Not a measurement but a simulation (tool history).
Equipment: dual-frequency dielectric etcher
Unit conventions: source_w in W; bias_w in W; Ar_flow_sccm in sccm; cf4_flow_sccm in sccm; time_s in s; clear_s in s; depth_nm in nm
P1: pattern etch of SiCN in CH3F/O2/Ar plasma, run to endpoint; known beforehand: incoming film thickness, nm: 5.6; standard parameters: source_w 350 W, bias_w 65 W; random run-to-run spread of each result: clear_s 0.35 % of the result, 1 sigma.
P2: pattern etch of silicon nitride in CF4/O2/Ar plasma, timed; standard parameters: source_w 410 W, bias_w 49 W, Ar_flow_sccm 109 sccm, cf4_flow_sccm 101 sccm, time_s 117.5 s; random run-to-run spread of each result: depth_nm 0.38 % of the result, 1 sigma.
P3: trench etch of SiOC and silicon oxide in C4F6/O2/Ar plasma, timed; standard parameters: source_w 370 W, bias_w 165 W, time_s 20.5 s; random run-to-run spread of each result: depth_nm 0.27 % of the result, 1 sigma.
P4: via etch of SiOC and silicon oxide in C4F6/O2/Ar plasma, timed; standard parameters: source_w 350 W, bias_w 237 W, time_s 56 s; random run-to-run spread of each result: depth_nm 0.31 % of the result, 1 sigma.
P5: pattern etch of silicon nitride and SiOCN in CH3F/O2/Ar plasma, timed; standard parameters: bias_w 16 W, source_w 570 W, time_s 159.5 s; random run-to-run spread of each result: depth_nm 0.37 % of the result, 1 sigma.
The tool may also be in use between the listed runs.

run	day	process	source_w	bias_w	Ar_flow_sccm	cf4_flow_sccm	time_s	hours since the last wet clean	hours since the last source power generator calibration	hours since the last bias power generator calibration	clear_s	depth_nm
1	0.325	P1	350	65				267.7	1721.7	368.8	16.263	
2	0.662	P2	410	49	109	101	117.5	275.8	1729.8	376.9		184.91
3	1.096	P1	500	65				286.2	1740.2	387.3	14.097	
4	1.338	P1	350	65				292	1746	393.1	16.17	
5	1.708	P2	290	49	109	101	117.5	300.9	1754.9	402		138.34
6	2.133	P2	410	49	109	61	117.5	311.1	1765.1	412.2		173.55
7	2.496	P2	410	49	109	101	78	319.8	1773.8	420.9		123.81
8	2.788	P1	350	52				326.8	1780.8	427.9	17.387	
9	3.046	P5	390	16			159.5	333	1787	434.1		17.601
10	3.238	P1	260	46				337.6	1791.6	438.7	20.43	
11	3.675	P4	350	237			56	348.1	1802.1	449.2		65.802
12	3.988	P1	350	87				355.6	1809.6	456.7	14.612	
13	4.392	P1	350	65				365.3	1819.3	466.4	16.137	
14	4.592	P2	410	49	140	101	117.5	370.1	1824.1	471.2		178.63
15	4.933	P3	280	165			20.5	378.3	1832.3	479.4		34.357
16	5.333	P3	370	115			20.5	387.9	1841.9	489		34.273
17	5.742	P1	350	65				397.7	1851.7	498.8	16.162	
18	5.983	P5	570	13			159.5	403.5	1857.5	504.6		18.74
19	6.233	P5	570	16			159.5	409.5	1863.5	510.6		20.063
20	6.517	P2	410	67	109	101	117.5	416.3	1870.3	517.4		208.56
21	6.825	P3	370	165			20.5	423.7	1877.7	524.8		38.108
22	7.117	P3	370	165			20.5	430.7	1884.7	531.8		38.12
23	7.521	P1	260	65				440.4	1894.4	541.5	17.949	
24	7.925	P5	570	16			159.5	450.1	1904.1	551.2		20.257
25	8.329	P4	350	281			56	459.8	1913.8	560.9		69.608
26	8.554	P4	280	237			56	465.2	1919.2	566.3		60.262
27	8.8	P5	570	16			96.5	471.1	1925.1	572.2		12.189
28	9.133	P1	350	65				479.1	1933.1	580.2	16.104	
29	9.467	P1	350	65				487.1	1941.1	588.2	16.147	
30	9.892	P4	350	237			41	497.3	1951.3	598.4		48.021
31	10.275	P3	370	165			15	506.5	1960.5	607.6		28.065
32	10.708	P2	410	49	109	101	117.5	516.9	1970.9	618		185.1
33	10.967	P1	350	65				523.1	1977.1	624.2	16.124	
34	11.238	P1	350	65				529.6	1983.6	630.7	16.213	
35	11.429	P1	350	65				534.2	1988.2	635.3	16.287	
36	11.817	P1	350	65				543.5	1997.5	644.6	16.417	
37	12.2	P1	350	65				552.7	2006.7	653.8	16.474	
38	12.583	P1	350	65				561.9	2015.9	663	16.457	
# day 12.612: wet clean of the chamber
39	12.779	P1	350	65				4.1	2020.6	667.7	16.392	
40	13.188	P1	350	65				13.9	2030.4	677.5	16.372	

Compared with where it was, what P1 gives has crept away. Each cause listed below fits the log as well as the rest, at the size given for it:
A: source power that arrives under what is set, % = 4.52
B: bias power that arrives under what is set, % = 4.9
Onset of the creep was near day 10.967.
What rules out each remaining cause:
chamber walls in a state that lowers the etch rate, %: work on it at day 12.612, done after the drift set in, did not restore what the process gave before

Of the 4 check runs below, each run on 2 wafers with the results averaged and each result still a question mark, which one would tell the listed causes apart?
check 1	13.596	P2	410	49	109	101	117.5					?
check 2	13.596	P5	570	16			159.5					?
check 3	13.596	P3	370	165			20.5					?
check 4	13.596	P4	350	237			56					?

Check results expected under each cause:
check	result	if A	if B
check 1	depth_nm	178.01	181.81
check 2	depth_nm	19.833	19.772
check 3	depth_nm	37.579	37.672
check 4	depth_nm	64.344	64.372
Smallest distance between any two causes, each pair judged by its most separating result, in per cent: check 1 2.11 %; check 2 0.31 %; check 3 0.25 %; check 4 0.04 %
The other checks would show nearly matching results whichever cause is true, so check 1 is the only one that separates the causes.

The results of check 1 are: depth_nm 178.34 nm. Based on these, which of the listed causes is it?

The correct cause is A, namely: source power that arrives under what is set, %.

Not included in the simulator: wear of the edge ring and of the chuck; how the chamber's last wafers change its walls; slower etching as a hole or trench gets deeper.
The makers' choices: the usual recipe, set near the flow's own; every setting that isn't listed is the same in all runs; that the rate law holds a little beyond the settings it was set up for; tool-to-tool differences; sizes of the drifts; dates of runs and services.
